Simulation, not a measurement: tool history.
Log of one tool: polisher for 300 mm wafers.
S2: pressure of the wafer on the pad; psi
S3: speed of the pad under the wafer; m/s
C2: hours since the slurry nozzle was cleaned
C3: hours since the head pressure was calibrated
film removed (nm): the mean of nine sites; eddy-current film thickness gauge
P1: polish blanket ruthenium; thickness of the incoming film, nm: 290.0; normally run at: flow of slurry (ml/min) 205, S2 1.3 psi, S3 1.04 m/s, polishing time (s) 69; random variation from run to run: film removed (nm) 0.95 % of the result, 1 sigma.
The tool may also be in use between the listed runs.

{"run": 1, "hour": 6.4, "flow of slurry (ml/min)": 205, "S2": 1.3, "S3": 1.04, "polishing time (s)": 69, "wafers polished on this pad": 546, "C2": 265.7, "C3": 729.5, "film removed (nm)": 62.488}
{"run": 2, "hour": 14.2, "flow of slurry (ml/min)": 125, "S2": 1.3, "S3": 1.04, "polishing time (s)": 69, "wafers polished on this pad": 623, "C2": 273.5, "C3": 737.3, "film removed (nm)": 58.052}
{"run": 3, "hour": 22.5, "flow of slurry (ml/min)": 205, "S2": 1.3, "S3": 1.04, "polishing time (s)": 69, "wafers polished on this pad": 705, "C2": 281.8, "C3": 745.6, "film removed (nm)": 61.891}
{"run": 4, "hour": 28.0, "flow of slurry (ml/min)": 205, "S2": 0.9, "S3": 1.04, "polishing time (s)": 69, "wafers polished on this pad": 759, "C2": 287.3, "C3": 751.1, "film removed (nm)": 43.628}
{"run": 5, "hour": 37.3, "flow of slurry (ml/min)": 205, "S2": 1.8, "S3": 1.04, "polishing time (s)": 53, "wafers polished on this pad": 850, "C2": 296.6, "C3": 760.4, "film removed (nm)": 66.375}
{"run": 6, "hour": 42.6, "flow of slurry (ml/min)": 205, "S2": 1.3, "S3": 1.04, "polishing time (s)": 69, "wafers polished on this pad": 902, "C2": 301.9, "C3": 765.7, "film removed (nm)": 61.652}
{"run": 7, "hour": 50.5, "flow of slurry (ml/min)": 305, "S2": 1.3, "S3": 1.04, "polishing time (s)": 69, "wafers polished on this pad": 980, "C2": 309.8, "C3": 773.6, "film removed (nm)": 65.157}
{"run": 8, "hour": 56.6, "flow of slurry (ml/min)": 205, "S2": 1.3, "S3": 1.04, "polishing time (s)": 69, "wafers polished on this pad": 1040, "C2": 315.9, "C3": 779.7, "film removed (nm)": 62.619}
{"run": 9, "hour": 65.4, "flow of slurry (ml/min)": 205, "S2": 1.3, "S3": 1.04, "polishing time (s)": 109, "wafers polished on this pad": 1126, "C2": 324.7, "C3": 788.5, "film removed (nm)": 99.036}
{"run": 10, "hour": 72.0, "flow of slurry (ml/min)": 205, "S2": 1.3, "S3": 1.04, "polishing time (s)": 69, "wafers polished on this pad": 1191, "C2": 331.3, "C3": 795.1, "film removed (nm)": 62.101}
{"run": 11, "hour": 76.9, "flow of slurry (ml/min)": 205, "S2": 1.3, "S3": 1.04, "polishing time (s)": 69, "wafers polished on this pad": 1239, "C2": 336.2, "C3": 800.0, "film removed (nm)": 62.453}
{"run": 12, "hour": 87.7, "flow of slurry (ml/min)": 205, "S2": 2.1, "S3": 1.04, "polishing time (s)": 69, "wafers polished on this pad": 1345, "C2": 347.0, "C3": 810.8, "film removed (nm)": 100.08}
{"run": 13, "hour": 94.0, "flow of slurry (ml/min)": 205, "S2": 1.3, "S3": 1.52, "polishing time (s)": 69, "wafers polished on this pad": 1407, "C2": 353.3, "C3": 817.1, "film removed (nm)": 92.538}
{"run": 14, "hour": 100.6, "flow of slurry (ml/min)": 205, "S2": 1.3, "S3": 0.48, "polishing time (s)": 69, "wafers polished on this pad": 1472, "C2": 359.9, "C3": 823.7, "film removed (nm)": 29.196}
{"run": 15, "hour": 105.5, "flow of slurry (ml/min)": 270, "S2": 1.3, "S3": 1.54, "polishing time (s)": 69, "wafers polished on this pad": 1520, "C2": 364.8, "C3": 828.6, "film removed (nm)": 95.389}
{"run": 16, "hour": 116.2, "flow of slurry (ml/min)": 205, "S2": 1.3, "S3": 1.04, "polishing time (s)": 39, "wafers polished on this pad": 1626, "C2": 375.5, "C3": 839.3, "film removed (nm)": 35.37}
{"run": 17, "hour": 123.8, "flow of slurry (ml/min)": 295, "S2": 1.3, "S3": 1.6, "polishing time (s)": 69, "wafers polished on this pad": 1700, "C2": 383.1, "C3": 846.9, "film removed (nm)": 98.919}
{"run": 18, "hour": 134.6, "flow of slurry (ml/min)": 205, "S2": 1.3, "S3": 1.04, "polishing time (s)": 69, "wafers polished on this pad": 1806, "C2": 393.9, "C3": 857.7, "film removed (nm)": 62.535}
{"run": 19, "hour": 143.9, "flow of slurry (ml/min)": 205, "S2": 1.3, "S3": 1.04, "polishing time (s)": 69, "wafers polished on this pad": 1898, "C2": 403.2, "C3": 867.0, "film removed (nm)": 60.746}
{"run": 20, "hour": 150.2, "flow of slurry (ml/min)": 205, "S2": 1.3, "S3": 1.04, "polishing time (s)": 69, "wafers polished on this pad": 1960, "C2": 409.5, "C3": 873.3, "film removed (nm)": 61.004}
{"run": 21, "hour": 159.1, "flow of slurry (ml/min)": 205, "S2": 1.3, "S3": 1.04, "polishing time (s)": 69, "wafers polished on this pad": 2047, "C2": 418.4, "C3": 882.2, "film removed (nm)": 61.046}
{"run": 22, "hour": 166.6, "flow of slurry (ml/min)": 205, "S2": 1.3, "S3": 1.04, "polishing time (s)": 69, "wafers polished on this pad": 2121, "C2": 425.9, "C3": 889.7, "film removed (nm)": 60.859}
{"run": 23, "hour": 176.2, "flow of slurry (ml/min)": 205, "S2": 1.3, "S3": 1.04, "polishing time (s)": 69, "wafers polished on this pad": 2215, "C2": 435.5, "C3": 899.3, "film removed (nm)": 59.87}
{"run": 24, "hour": 185.5, "flow of slurry (ml/min)": 205, "S2": 1.3, "S3": 1.04, "polishing time (s)": 69, "wafers polished on this pad": 2307, "C2": 444.8, "C3": 908.6, "film removed (nm)": 59.956}
{"hour": 190.9, "done": "worn pad replaced by a new one"}
{"run": 25, "hour": 192.3, "flow of slurry (ml/min)": 205, "S2": 1.3, "S3": 1.04, "polishing time (s)": 69, "wafers polished on this pad": 13, "C2": 451.6, "C3": 915.4, "film removed (nm)": 59.104}
{"run": 26, "hour": 197.8, "flow of slurry (ml/min)": 205, "S2": 1.3, "S3": 1.04, "polishing time (s)": 69, "wafers polished on this pad": 67, "C2": 457.1, "C3": 920.9, "film removed (nm)": 58.935}
{"run": 27, "hour": 205.9, "flow of slurry (ml/min)": 205, "S2": 1.3, "S3": 1.04, "polishing time (s)": 69, "wafers polished on this pad": 147, "C2": 465.2, "C3": 929.0, "film removed (nm)": 59.713}
{"run": 28, "hour": 215.5, "flow of slurry (ml/min)": 205, "S2": 1.3, "S3": 1.04, "polishing time (s)": 69, "wafers polished on this pad": 241, "C2": 474.8, "C3": 938.6, "film removed (nm)": 58.438}
{"run": 29, "hour": 225.0, "flow of slurry (ml/min)": 205, "S2": 1.3, "S3": 1.04, "polishing time (s)": 69, "wafers polished on this pad": 335, "C2": 484.3, "C3": 948.1, "film removed (nm)": 59.254}

What P1 gives has crept away from where it was. These 2 causes fit the log equally well, each at the size given:
A: slurry flow missing at the pad, % = 31.6
B: head's pressure below its setpoint, % = 5.71
The creep began at about hour 134.6.
Why every other cause is out:
removal rate lost through wear of the pad, %: serviced at hour 190.9, which brought nothing back

4 check runs are offered, each on 5 wafers whose results are averaged, their results left as question marks. Which one tells the causes apart?
{"run": "check 1", "hour": 234.5, "flow of slurry (ml/min)": 125, "S2": 1.3, "S3": 1.44, "polishing time (s)": 69, "film removed (nm)": "?"}
{"run": "check 2", "hour": 234.5, "flow of slurry (ml/min)": 205, "S2": 1.3, "S3": 0.8, "polishing time (s)": 47, "film removed (nm)": "?"}
{"run": "check 3", "hour": 234.5, "flow of slurry (ml/min)": 245, "S2": 1.3, "S3": 1.52, "polishing time (s)": 69, "film removed (nm)": "?"}
{"run": "check 4", "hour": 234.5, "flow of slurry (ml/min)": 205, "S2": 2.0, "S3": 0.66, "polishing time (s)": 69, "film removed (nm)": "?"}

What each check would give under each cause:
check=check_1 result=film_removed_(nm) if_A=72.894 if_B=75.357
check=check_2 result=film_removed_(nm) if_A=30.923 if_B=30.919
check=check_3 result=film_removed_(nm) if_A=88.892 if_B=88.082
check=check_4 result=film_removed_(nm) if_A=57.619 if_B=57.612
How far apart the two closest causes lie, in the result that separates them most: check 1 3.32 %; check 2 0.01 %; check 3 0.92 %; check 4 0.01 %
Only check 1 tells the causes apart: in the others they would give nearly the same result.

Then check 1 was run and gave: film removed (nm) 72.653. Which cause is it?

It is A: slurry flow missing at the pad, %.

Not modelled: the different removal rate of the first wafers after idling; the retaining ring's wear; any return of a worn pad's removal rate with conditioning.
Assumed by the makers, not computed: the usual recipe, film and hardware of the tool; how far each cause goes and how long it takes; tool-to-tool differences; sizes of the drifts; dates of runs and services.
